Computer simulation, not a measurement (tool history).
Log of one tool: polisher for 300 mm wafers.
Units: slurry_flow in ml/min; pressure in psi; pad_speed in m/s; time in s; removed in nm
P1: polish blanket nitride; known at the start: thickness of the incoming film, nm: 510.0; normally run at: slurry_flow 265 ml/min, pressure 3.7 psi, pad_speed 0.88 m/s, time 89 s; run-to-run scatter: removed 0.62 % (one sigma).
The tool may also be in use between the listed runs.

run   hour  slurry_flow  pressure  pad_speed  time  wafers polished on this pad  hours since the slurry nozzle was cleaned  hours since the head pressure was calibrated  removed
  1    7.2          265       3.7       0.88    89                          541                                      255.7                                         480.5  143.420
  2   21.1          265       5.0       0.88    89                          659                                      269.6                                         494.4  191.860
  3   34.0          425       3.7       0.88    89                          768                                      282.5                                         507.3  148.010
  4   43.5          265       3.7       0.88    89                          848                                      292.0                                         516.8  142.220
  5   50.6          265       3.7       0.88    89                          908                                      299.1                                         523.9  142.420
  6   59.2          265       5.0       1.26    89                          981                                      307.7                                         532.5  256.110
  7   68.6          265       3.7       0.40    89                         1060                                      317.1                                         541.9   75.291
  8   80.6          265       3.7       0.88    54                         1162                                      329.1                                         553.9   86.903
  9   94.7          265       3.7       0.88    89                         1281                                      343.2                                         568.0  141.570
 10  109.3          265       3.7       1.18    89                         1405                                      357.8                                         582.6  182.580
 11  117.6          265       3.7       0.88    89                         1475                                      366.1                                         590.9  142.070
 12  130.8          160       3.7       0.88    89                         1587                                      379.3                                         604.1  132.840
 13  143.0          265       3.7       0.88    89                         1690                                      391.5                                         616.3  140.970
 14  157.4          265       1.7       0.88    89                         1812                                      405.9                                         630.7   65.949
 15  165.8          265       3.7       0.88   139                         1883                                      414.3                                         639.1  220.750
 16  181.9          265       3.7       0.88    89                         2019                                      430.4                                         655.2  141.060
 17  194.1          265       3.7       0.88    89                         2122                                      442.6                                         667.4  139.540
 18  205.0          265       3.7       0.88    89                         2214                                      453.5                                         678.3  136.560
     215.2  -- worn pad replaced by a new one
 19  220.9          265       3.7       0.88    89                           48                                      469.4                                         694.2  137.260
 20  232.4          265       3.7       0.88    89                          145                                      480.9                                         705.7  137.180
 21  242.4          265       3.7       0.88    89                          230                                      490.9                                         715.7  135.840
 22  249.6          265       3.7       0.88    89                          291                                      498.1                                         722.9  134.520
 23  265.5          265       3.7       0.88    89                          425                                      514.0                                         738.8  135.150

What P1 gives has crept away from where it was. These 2 causes fit the log equally well, each at the size given:
A: head's pressure below its setpoint, % = 3.95
B: slurry flow missing at the pad, % = 28.6
The creep began at about hour 181.9.
Why every other cause is out:
removal rate lost through wear of the pad, %: serviced at hour 215.2, which brought nothing back

4 check runs are offered, each on 5 wafers whose results are averaged, their results left as question marks. Which one tells the causes apart?
check 1  281.4          265       2.8       0.56    89                                                                                                                              ?
check 2  281.4          265       1.8       0.88   129                                                                                                                              ?
check 3  281.4          265       3.7       0.44   114                                                                                                                              ?
check 4  281.4          160       3.7       0.56    89                                                                                                                              ?

What each check would give under each cause:
  check   result     if A     if B
check 1  removed   71.985   71.986
check 2  removed   96.293   96.294
check 3  removed  100.460  100.470
check 4  removed   89.081   86.959
How far apart the two closest causes lie, in the result that separates them most: check 1 0 %; check 2 0 %; check 3 0 %; check 4 2.41 %
Only check 4 tells the causes apart: in the others they would give nearly the same result.

Check 4 was then run and gave: removed 88.724 nm. Which cause is it?

It is A: head's pressure below its setpoint, %.
